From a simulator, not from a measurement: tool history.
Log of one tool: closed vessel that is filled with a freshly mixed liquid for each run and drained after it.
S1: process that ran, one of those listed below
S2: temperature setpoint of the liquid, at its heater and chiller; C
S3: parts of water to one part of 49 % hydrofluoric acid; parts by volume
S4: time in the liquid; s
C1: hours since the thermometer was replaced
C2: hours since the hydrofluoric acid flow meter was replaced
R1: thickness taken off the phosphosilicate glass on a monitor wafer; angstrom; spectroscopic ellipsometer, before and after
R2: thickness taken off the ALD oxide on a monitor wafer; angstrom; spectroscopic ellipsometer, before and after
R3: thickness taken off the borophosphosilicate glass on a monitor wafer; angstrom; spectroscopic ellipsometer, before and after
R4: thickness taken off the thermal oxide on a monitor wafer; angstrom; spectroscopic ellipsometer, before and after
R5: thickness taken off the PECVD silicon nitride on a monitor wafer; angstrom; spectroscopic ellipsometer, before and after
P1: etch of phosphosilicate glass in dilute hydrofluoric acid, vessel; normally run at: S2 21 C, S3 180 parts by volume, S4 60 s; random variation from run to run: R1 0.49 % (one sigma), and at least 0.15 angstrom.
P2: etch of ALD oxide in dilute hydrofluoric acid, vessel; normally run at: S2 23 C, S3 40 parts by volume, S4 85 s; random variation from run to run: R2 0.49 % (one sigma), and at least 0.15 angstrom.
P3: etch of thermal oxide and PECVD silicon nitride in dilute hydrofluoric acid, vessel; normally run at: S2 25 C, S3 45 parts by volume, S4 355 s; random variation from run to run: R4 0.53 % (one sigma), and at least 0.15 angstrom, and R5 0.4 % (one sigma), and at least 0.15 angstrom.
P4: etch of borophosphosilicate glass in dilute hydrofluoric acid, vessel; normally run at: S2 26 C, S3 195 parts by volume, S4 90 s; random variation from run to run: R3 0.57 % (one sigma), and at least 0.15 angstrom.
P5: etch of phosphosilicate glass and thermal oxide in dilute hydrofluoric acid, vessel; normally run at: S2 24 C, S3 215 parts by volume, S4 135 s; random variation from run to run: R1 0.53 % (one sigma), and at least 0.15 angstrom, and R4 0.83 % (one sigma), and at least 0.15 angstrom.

| run | hour | S1 | S2 | S3 | S4 | C1 | C2 | R1 | R2 | R3 | R4 | R5 |
|---|---|---|---|---|---|---|---|---|---|---|---|---|
| 1 | 13.4 | P1 | 21 | 180 | 60 | 1496.9 | 287.2 | 514.79 |  |  |  |  |
| 2 | 24 | P2 | 23 | 40 | 85 | 1507.5 | 297.8 |  | 216.09 |  |  |  |
| 3 | 32 | P4 | 26 | 195 | 90 | 1515.5 | 305.8 |  |  | 312.63 |  |  |
| 4 | 42.7 | P4 | 26 | 195 | 90 | 1526.2 | 316.5 |  |  | 311 |  |  |
| 5 | 54.6 | P1 | 21 | 50 | 115 | 1538.1 | 328.4 | 4175.9 |  |  |  |  |
| 6 | 66.1 | P1 | 21 | 180 | 60 | 1549.6 | 339.9 | 519.03 |  |  |  |  |
| 7 | 80.3 | P2 | 29.5 | 40 | 85 | 1563.8 | 354.1 |  | 282.01 |  |  |  |
| 8 | 88.1 | P1 | 21 | 180 | 30 | 1571.6 | 361.9 | 258.36 |  |  |  |  |
| 9 | 96.5 | P1 | 25 | 180 | 60 | 1580 | 370.3 | 608.23 |  |  |  |  |
| 10 | 109.5 | P1 | 27.5 | 180 | 30 | 1593 | 383.3 | 331.37 |  |  |  |  |
| 11 | 117 | P5 | 29.5 | 215 | 135 | 1600.5 | 390.8 | 519.64 |  |  | 33.255 |  |
| 12 | 130.8 | P2 | 23 | 40 | 85 | 1614.3 | 404.6 |  | 217.21 |  |  |  |
| 13 | 141.1 | P5 | 24 | 60 | 135 | 1624.6 | 414.9 | 1827.1 |  |  | 117.38 |  |
| 14 | 147.9 | P1 | 21 | 180 | 60 | 1631.4 | 421.7 | 520.24 |  |  |  |  |
| 15 | 161.7 | P4 | 17.5 | 195 | 90 | 1645.2 | 435.5 |  |  | 221.96 |  |  |
| 16 | 176.3 | P3 | 25 | 45 | 155 | 1659.8 | 450.1 |  |  |  | 186.17 | 128.64 |
| 17 | 187 | P1 | 21 | 180 | 60 | 1670.5 | 460.8 | 517.46 |  |  |  |  |
| 18 | 199.4 | P1 | 21 | 180 | 60 | 1682.9 | 473.2 | 521.21 |  |  |  |  |
| 19 | 210.3 | P1 | 21 | 180 | 95 | 1693.8 | 484.1 | 822.94 |  |  |  |  |
| 20 | 223.8 | P1 | 21 | 300 | 60 | 1707.3 | 497.6 | 276.59 |  |  |  |  |
| 21 | 230.5 | P2 | 23 | 65 | 85 | 1714 | 504.3 |  | 129.85 |  |  |  |
| 22 | 243.7 | P4 | 26 | 195 | 180 | 1727.2 | 517.5 |  |  | 619.33 |  |  |
| 23 | 258.3 | P3 | 25 | 45 | 355 | 1741.8 | 532.1 |  |  |  | 427.97 | 294.77 |
| 24 | 272.1 | P3 | 25 | 45 | 355 | 1755.6 | 545.9 |  |  |  | 425.06 | 295.19 |
| 25 | 280.7 | P1 | 17 | 180 | 60 | 1764.2 | 554.5 | 441.99 |  |  |  |  |
| 26 | 293.8 | P5 | 24 | 215 | 135 | 1777.3 | 567.6 | 417.65 |  |  | 27.401 |  |
| 27 | 308.9 | P1 | 21 | 180 | 60 | 1792.4 | 582.7 | 518.83 |  |  |  |  |
| 28 | 320.3 | P5 | 24 | 215 | 135 | 1803.8 | 594.1 | 421.59 |  |  | 27.313 |  |
| 29 | 332.9 | P1 | 21 | 105 | 60 | 1816.4 | 606.7 | 967.32 |  |  |  |  |
| 30 | 347.3 | P3 | 21.5 | 45 | 355 | 1830.8 | 621.1 |  |  |  | 365.7 | 232.6 |
| 31 | 354.8 | P3 | 25 | 30 | 355 | 1838.3 | 628.6 |  |  |  | 659.69 | 438.1 |
| 32 | 369.2 | P5 | 24 | 215 | 215 | 1852.7 | 643 | 668.89 |  |  | 43.67 |  |
| 33 | 382.1 | P4 | 26 | 325 | 90 | 1865.6 | 655.9 |  |  | 163.76 |  |  |

Run 34 comes next. What will it give?
| 34 | 388.7 | P2 | 23 | 40 | 150 | 1872.2 | 662.5 |  | ? |  |  |  |

Run 34 gave R2 380.9 angstrom.
